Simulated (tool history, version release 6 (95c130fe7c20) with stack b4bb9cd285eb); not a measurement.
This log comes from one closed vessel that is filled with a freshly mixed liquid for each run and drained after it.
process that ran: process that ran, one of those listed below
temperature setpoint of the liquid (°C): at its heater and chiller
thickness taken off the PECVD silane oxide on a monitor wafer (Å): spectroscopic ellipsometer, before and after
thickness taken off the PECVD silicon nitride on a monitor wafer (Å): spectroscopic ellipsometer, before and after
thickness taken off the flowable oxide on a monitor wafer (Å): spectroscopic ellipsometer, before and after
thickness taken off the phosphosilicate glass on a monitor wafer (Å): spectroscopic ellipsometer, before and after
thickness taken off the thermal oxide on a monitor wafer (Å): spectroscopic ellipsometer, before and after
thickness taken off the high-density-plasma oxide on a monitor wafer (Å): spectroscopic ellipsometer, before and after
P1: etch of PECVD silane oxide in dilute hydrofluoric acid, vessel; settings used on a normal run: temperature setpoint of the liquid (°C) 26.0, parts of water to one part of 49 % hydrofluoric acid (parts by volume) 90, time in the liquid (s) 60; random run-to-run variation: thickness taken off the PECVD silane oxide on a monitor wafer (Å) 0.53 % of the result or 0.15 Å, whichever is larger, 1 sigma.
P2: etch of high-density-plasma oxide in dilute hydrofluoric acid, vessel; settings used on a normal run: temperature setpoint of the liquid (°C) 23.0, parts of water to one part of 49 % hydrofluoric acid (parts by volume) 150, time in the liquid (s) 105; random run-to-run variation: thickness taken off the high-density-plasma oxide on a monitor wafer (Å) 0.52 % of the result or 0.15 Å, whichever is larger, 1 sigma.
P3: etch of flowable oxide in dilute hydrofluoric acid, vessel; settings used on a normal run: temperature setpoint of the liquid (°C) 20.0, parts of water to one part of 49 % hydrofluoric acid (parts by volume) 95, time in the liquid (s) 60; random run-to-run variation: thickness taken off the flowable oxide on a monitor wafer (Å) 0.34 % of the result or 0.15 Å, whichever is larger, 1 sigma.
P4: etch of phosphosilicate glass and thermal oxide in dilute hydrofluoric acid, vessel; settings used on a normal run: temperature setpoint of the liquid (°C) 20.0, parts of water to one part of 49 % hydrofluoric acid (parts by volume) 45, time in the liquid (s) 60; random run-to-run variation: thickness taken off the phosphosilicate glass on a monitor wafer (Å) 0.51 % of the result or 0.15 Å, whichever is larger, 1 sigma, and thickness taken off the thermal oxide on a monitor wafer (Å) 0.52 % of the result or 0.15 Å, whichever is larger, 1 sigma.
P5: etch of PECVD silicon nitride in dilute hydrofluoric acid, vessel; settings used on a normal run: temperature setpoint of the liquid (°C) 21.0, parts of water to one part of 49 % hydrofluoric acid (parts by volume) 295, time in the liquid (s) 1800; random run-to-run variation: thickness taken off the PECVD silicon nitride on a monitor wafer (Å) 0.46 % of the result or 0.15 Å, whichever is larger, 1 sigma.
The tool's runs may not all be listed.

run,hour,process that ran,temperature setpoint of the liquid (°C),parts of water to one part of 49 % hydrofluoric acid (parts by volume),time in the liquid (s),hours since the thermometer was replaced,hours since the hydrofluoric acid flow meter was replaced,thickness taken off the PECVD silane oxide on a monitor wafer (Å),thickness taken off the PECVD silicon nitride on a monitor wafer (Å),thickness taken off the flowable oxide on a monitor wafer (Å),thickness taken off the phosphosilicate glass on a monitor wafer (Å),thickness taken off the thermal oxide on a monitor wafer (Å),thickness taken off the high-density-plasma oxide on a monitor wafer (Å)
1,6.6,P1,26.0,90,60,1368.7,129.6,216.71,,,,,
2,11.9,P1,26.0,135,60,1374.0,134.9,135.04,,,,,
3,17.3,P5,21.0,495,1800,1379.4,140.3,,172.340,,,,
4,24.5,P3,20.0,95,60,1386.6,147.5,,,159.98,,,
5,28.7,P3,20.0,95,60,1390.8,151.7,,,159.63,,,
6,34.2,P4,20.0,45,60,1396.3,157.2,,,,1841.2,54.215,
7,40.4,P2,23.0,150,105,1402.5,163.4,,,,,,71.826
8,44.1,P3,20.0,95,95,1406.2,167.1,,,251.76,,,
9,47.8,P3,28.0,95,60,1409.9,170.8,,,220.36,,,
10,54.1,P4,20.0,45,30,1416.2,177.1,,,,920.6,26.587,
11,59.6,P3,20.0,20,60,1421.7,182.6,,,826.30,,,
12,64.3,P1,17.5,90,60,1426.4,187.3,153.75,,,,,
13,70.1,P1,26.0,25,60,1432.2,193.1,857.08,,,,,
14,75.1,P1,26.0,90,60,1437.2,198.1,217.16,,,,,
15,79.2,P1,26.0,90,60,1441.3,202.2,217.62,,,,,
16,83.2,P1,26.0,90,60,1445.3,206.2,215.17,,,,,
17,89.0,P5,21.0,295,1800,1451.1,212.0,,285.670,,,,
18,92.9,P4,27.5,45,60,1455.0,215.9,,,,2504.7,74.143,
19,98.6,P5,25.0,295,1800,1460.7,221.6,,366.970,,,,
20,102.7,P2,23.0,150,155,1464.8,225.7,,,,,,106.490
21,107.6,P1,34.0,90,60,1469.7,230.6,292.47,,,,,
22,111.3,P5,21.0,295,540,1473.4,234.3,,85.504,,,,
23,115.4,P1,26.0,90,60,1477.5,238.4,218.03,,,,,
24,119.1,P2,18.0,150,105,1481.2,242.1,,,,,,59.018
25,126.2,P2,23.0,150,105,1488.3,249.2,,,,,,71.034
26,130.9,P2,23.0,80,105,1493.0,253.9,,,,,,145.580
27,134.8,P1,26.0,90,90,1496.9,257.8,327.00,,,,,
28,141.7,P4,20.0,20,60,1503.8,264.7,,,,4230.8,125.540,
29,148.5,P1,26.0,90,30,1510.6,271.5,107.45,,,,,
30,152.3,P1,21.0,90,90,1514.4,275.3,264.03,,,,,
31,157.6,P1,26.0,90,60,1519.7,280.6,215.66,,,,,
32,163.3,P1,26.0,90,60,1525.4,286.3,224.04,,,,,
33,168.6,P1,26.0,90,60,1530.7,291.6,229.80,,,,,
34,173.9,P1,26.0,90,60,1536.0,296.9,233.21,,,,,
35,180.3,P1,26.0,90,60,1542.4,303.3,234.08,,,,,
36,183.7,P1,26.0,90,60,1545.8,306.7,236.66,,,,,
37,188.0,P1,26.0,90,60,1550.1,311.0,233.78,,,,,
38,193.4,P1,26.0,90,60,1555.5,316.4,235.72,,,,,

What P1 gives has crept away from where it was. These 2 causes fit the log equally well, each at the size given:
A: liquid hotter than its thermometer reads (K) = 2.05
B: hydrofluoric acid flow above the setpoint (%) = 7.39
The gradual shift began around hour 157.6.

4 check runs are offered, one wafer each, their results left as question marks. Which one tells the causes apart?
check 1,198.8,P4,20.0,45,60,,,,,,?,?,
check 2,198.8,P3,20.0,95,60,,,,,?,,,
check 3,198.8,P5,21.0,295,1800,,,,?,,,,
check 4,198.8,P2,23.0,150,105,,,,,,,,?

Check results expected under each cause:
check,result,if A,if B
check 1,thickness taken off the phosphosilicate glass on a monitor wafer (Å),1996.2,1973.2
check 1,thickness taken off the thermal oxide on a monitor wafer (Å),58.925,58.248
check 2,thickness taken off the flowable oxide on a monitor wafer (Å),173.22,172.36
check 3,thickness taken off the PECVD silicon nitride on a monitor wafer (Å),324.230,305.830
check 4,thickness taken off the high-density-plasma oxide on a monitor wafer (Å),77.575,77.927
Distance between the nearest two causes, measured in the result of the check that separates them most: check 1 1.16 %; check 2 0.5 %; check 3 5.84 %; check 4 0.45 %
The causes can be told apart only by check 3. The other checks would give nearly the same results under each of them.

Then check 3 was run and gave: thickness taken off the PECVD silicon nitride on a monitor wafer (Å) 326.760. Which cause is it?

A is the cause: liquid hotter than its thermometer reads (K).
